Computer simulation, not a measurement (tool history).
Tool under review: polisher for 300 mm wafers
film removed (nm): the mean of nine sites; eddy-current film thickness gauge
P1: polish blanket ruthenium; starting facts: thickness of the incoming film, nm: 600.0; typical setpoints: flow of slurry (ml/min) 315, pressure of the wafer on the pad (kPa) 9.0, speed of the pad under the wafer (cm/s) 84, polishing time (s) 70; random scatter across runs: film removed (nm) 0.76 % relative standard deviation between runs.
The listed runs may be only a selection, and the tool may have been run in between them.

run	day	flow of slurry (ml/min)	pressure of the wafer on the pad (kPa)	speed of the pad under the wafer (cm/s)	polishing time (s)	film removed (nm)
1	0.412	315	9.0	84	70	38.374
2	0.775	315	9.0	84	70	37.372
3	1.133	460	9.0	108	70	50.810
4	1.412	315	9.0	84	70	37.800
5	1.871	315	12.4	84	103	78.692
6	2.408	315	9.0	84	46	25.290
7	2.962	315	9.0	122	70	55.816
8	3.383	315	9.0	84	70	37.919
9	3.767	315	9.0	52	70	23.855
10	4.200	200	9.0	84	70	36.819
11	4.688	315	9.0	84	70	38.097
12	5.129	315	9.0	84	108	59.188
13	5.675	315	9.0	84	70	38.012
14	5.929	315	14.5	84	70	61.326
15	6.442	315	9.0	84	70	37.495
16	6.817	315	4.1	84	70	17.691
17	7.271	440	9.0	84	70	38.433
18	7.633	315	9.0	84	70	37.943
19	8.000	315	9.0	84	70	37.722
20	8.329	315	9.0	84	70	37.832
21	8.838	315	9.0	84	70	36.818
# day 9.271: head pressure recalibrated
22	9.300	315	9.0	84	70	37.274
23	9.779	315	9.0	84	70	36.967
24	10.283	315	9.0	84	70	36.308
25	10.792	315	9.0	84	70	36.061
26	11.096	315	9.0	84	70	36.239
27	11.642	315	9.0	84	70	36.718
28	12.183	315	9.0	84	70	36.328

What P1 gives has crept off from where it sat before. The 2 causes that follow fit the log equally well, each at the size noted:
A: removal rate lost through wear of the pad, % = 4.77
B: slurry flow missing at the pad, % = 36.8
The gradual shift began around day 7.633.
The rest of the possible causes, and what rules out each one:
head's pressure below its setpoint, %: maintenance at day 9.271, after the shift began, did not return the process to its former output

Below are 4 check runs, each averaged over 5 wafers, with their results shown as question marks. Which of them would give clearly different results depending on which cause is behind the drift?
check 1	12.725	315	6.2	84	70	?
check 2	12.725	315	6.9	84	96	?
check 3	12.725	315	6.9	58	70	?
check 4	12.725	205	9.0	106	70	?

Predicted outcomes, by check and by cause:
check	result	if A	if B
check 1	film removed (nm)	25.135	25.135
check 2	film removed (nm)	38.302	38.300
check 3	film removed (nm)	19.284	19.283
check 4	film removed (nm)	43.795	42.740
Per-check spread between the two closest causes, in the result where they differ most: check 1 0 %; check 2 0 %; check 3 0 %; check 4 2.44 %
Only check 4 tells the causes apart: in the others they would give nearly the same result.

The results of check 4 are: film removed (nm) 42.656. Based on these, which of the listed causes is it?

It is B: slurry flow missing at the pad, %.
